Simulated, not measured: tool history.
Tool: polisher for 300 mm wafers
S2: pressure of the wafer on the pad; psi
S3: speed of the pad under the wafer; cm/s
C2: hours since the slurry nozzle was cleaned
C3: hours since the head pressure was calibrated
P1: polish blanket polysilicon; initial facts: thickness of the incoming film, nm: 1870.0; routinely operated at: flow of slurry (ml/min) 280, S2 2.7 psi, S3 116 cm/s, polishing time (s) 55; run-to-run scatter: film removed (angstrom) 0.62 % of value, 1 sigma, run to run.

Run 1, hour 10.0: flow of slurry (ml/min) 280, S2 2.7 psi, S3 116 cm/s, polishing time (s) 55; wafers polished on this pad 223; C2 456.7; C3 166.2. Result: film removed (angstrom) 5371.0.
Run 2, hour 17.8: flow of slurry (ml/min) 280, S2 2.7 psi, S3 116 cm/s, polishing time (s) 76; wafers polished on this pad 313; C2 464.5; C3 174.0. Result: film removed (angstrom) 7452.7.
Run 3, hour 28.4: flow of slurry (ml/min) 405, S2 3.9 psi, S3 116 cm/s, polishing time (s) 55; wafers polished on this pad 435; C2 475.1; C3 184.6. Result: film removed (angstrom) 7950.9.
Run 4, hour 38.3: flow of slurry (ml/min) 280, S2 2.7 psi, S3 116 cm/s, polishing time (s) 55; wafers polished on this pad 549; C2 485.0; C3 194.5. Result: film removed (angstrom) 5404.3.
Run 5, hour 46.4: flow of slurry (ml/min) 280, S2 1.7 psi, S3 116 cm/s, polishing time (s) 55; wafers polished on this pad 642; C2 493.1; C3 202.6. Result: film removed (angstrom) 3397.5.
Run 6, hour 56.3: flow of slurry (ml/min) 280, S2 2.7 psi, S3 152 cm/s, polishing time (s) 55; wafers polished on this pad 757; C2 503.0; C3 212.5. Result: film removed (angstrom) 6990.0.
Run 7, hour 65.0: flow of slurry (ml/min) 170, S2 2.7 psi, S3 116 cm/s, polishing time (s) 55; wafers polished on this pad 857; C2 511.7; C3 221.2. Result: film removed (angstrom) 5038.1.
Run 8, hour 76.4: flow of slurry (ml/min) 280, S2 2.7 psi, S3 58 cm/s, polishing time (s) 55; wafers polished on this pad 988; C2 523.1; C3 232.6. Result: film removed (angstrom) 2681.5.
At hour 81.3: worn pad replaced by a new one.
Run 9, hour 88.3: flow of slurry (ml/min) 435, S2 2.7 psi, S3 116 cm/s, polishing time (s) 55; wafers polished on this pad 80; C2 535.0; C3 244.5. Result: film removed (angstrom) 5578.4.
Run 10, hour 93.9: flow of slurry (ml/min) 280, S2 2.7 psi, S3 116 cm/s, polishing time (s) 55; wafers polished on this pad 145; C2 540.6; C3 250.1. Result: film removed (angstrom) 5348.8.
Run 11, hour 101.9: flow of slurry (ml/min) 280, S2 3.7 psi, S3 116 cm/s, polishing time (s) 55; wafers polished on this pad 237; C2 548.6; C3 258.1. Result: film removed (angstrom) 7405.7.
Run 12, hour 113.0: flow of slurry (ml/min) 280, S2 2.7 psi, S3 116 cm/s, polishing time (s) 55; wafers polished on this pad 365; C2 559.7; C3 269.2. Result: film removed (angstrom) 5351.2.
Run 13, hour 119.3: flow of slurry (ml/min) 280, S2 2.7 psi, S3 116 cm/s, polishing time (s) 55; wafers polished on this pad 438; C2 566.0; C3 275.5. Result: film removed (angstrom) 5366.1.
Run 14, hour 126.8: flow of slurry (ml/min) 205, S2 2.7 psi, S3 116 cm/s, polishing time (s) 26; wafers polished on this pad 524; C2 573.5; C3 283.0. Result: film removed (angstrom) 2456.4.
Run 15, hour 132.9: flow of slurry (ml/min) 280, S2 1.6 psi, S3 74 cm/s, polishing time (s) 55; wafers polished on this pad 595; C2 579.6; C3 289.1. Result: film removed (angstrom) 2020.4.
Run 16, hour 138.1: flow of slurry (ml/min) 280, S2 2.7 psi, S3 116 cm/s, polishing time (s) 55; wafers polished on this pad 655; C2 584.8; C3 294.3. Result: film removed (angstrom) 5351.2.
Run 17, hour 144.9: flow of slurry (ml/min) 280, S2 2.7 psi, S3 116 cm/s, polishing time (s) 55; wafers polished on this pad 733; C2 591.6; C3 301.1. Result: film removed (angstrom) 5351.4.
Run 18, hour 151.7: flow of slurry (ml/min) 280, S2 2.7 psi, S3 116 cm/s, polishing time (s) 28; wafers polished on this pad 812; C2 598.4; C3 307.9. Result: film removed (angstrom) 2718.2.
Run 19, hour 162.9: flow of slurry (ml/min) 280, S2 2.7 psi, S3 116 cm/s, polishing time (s) 55; wafers polished on this pad 941; C2 609.6; C3 319.1. Result: film removed (angstrom) 5375.1.
Run 20, hour 174.0: flow of slurry (ml/min) 280, S2 2.7 psi, S3 116 cm/s, polishing time (s) 55; wafers polished on this pad 1069; C2 620.7; C3 330.2. Result: film removed (angstrom) 5260.6.
Run 21, hour 184.6: flow of slurry (ml/min) 280, S2 2.7 psi, S3 116 cm/s, polishing time (s) 55; wafers polished on this pad 1191; C2 631.3; C3 340.8. Result: film removed (angstrom) 5204.0.
Run 22, hour 192.7: flow of slurry (ml/min) 280, S2 2.7 psi, S3 116 cm/s, polishing time (s) 55; wafers polished on this pad 1284; C2 639.4; C3 348.9. Result: film removed (angstrom) 5219.2.
Run 23, hour 198.0: flow of slurry (ml/min) 280, S2 2.7 psi, S3 116 cm/s, polishing time (s) 55; wafers polished on this pad 1346; C2 644.7; C3 354.2. Result: film removed (angstrom) 5156.6.
Run 24, hour 205.1: flow of slurry (ml/min) 280, S2 2.7 psi, S3 116 cm/s, polishing time (s) 55; wafers polished on this pad 1427; C2 651.8; C3 361.3. Result: film removed (angstrom) 5115.7.
Run 25, hour 216.9: flow of slurry (ml/min) 280, S2 2.7 psi, S3 116 cm/s, polishing time (s) 55; wafers polished on this pad 1564; C2 663.6; C3 373.1. Result: film removed (angstrom) 5087.7.
Run 26, hour 226.9: flow of slurry (ml/min) 280, S2 2.7 psi, S3 116 cm/s, polishing time (s) 55; wafers polished on this pad 1679; C2 673.6; C3 383.1. Result: film removed (angstrom) 5091.7.
At hour 227.2: worn pad replaced by a new one.
Run 27, hour 232.7: flow of slurry (ml/min) 280, S2 2.7 psi, S3 116 cm/s, polishing time (s) 55; wafers polished on this pad 63; C2 679.4; C3 388.9. Result: film removed (angstrom) 5100.1.
Run 28, hour 238.1: flow of slurry (ml/min) 280, S2 2.7 psi, S3 116 cm/s, polishing time (s) 55; wafers polished on this pad 125; C2 684.8; C3 394.3. Result: film removed (angstrom) 5086.5.

What will run 29 give?
Run 29, hour 249.0: flow of slurry (ml/min) 280, S2 2.7 psi, S3 116 cm/s, polishing time (s) 55; wafers polished on this pad 251; C2 695.7; C3 405.2. Result: film removed (angstrom) ?.

film removed (angstrom): 5088.2
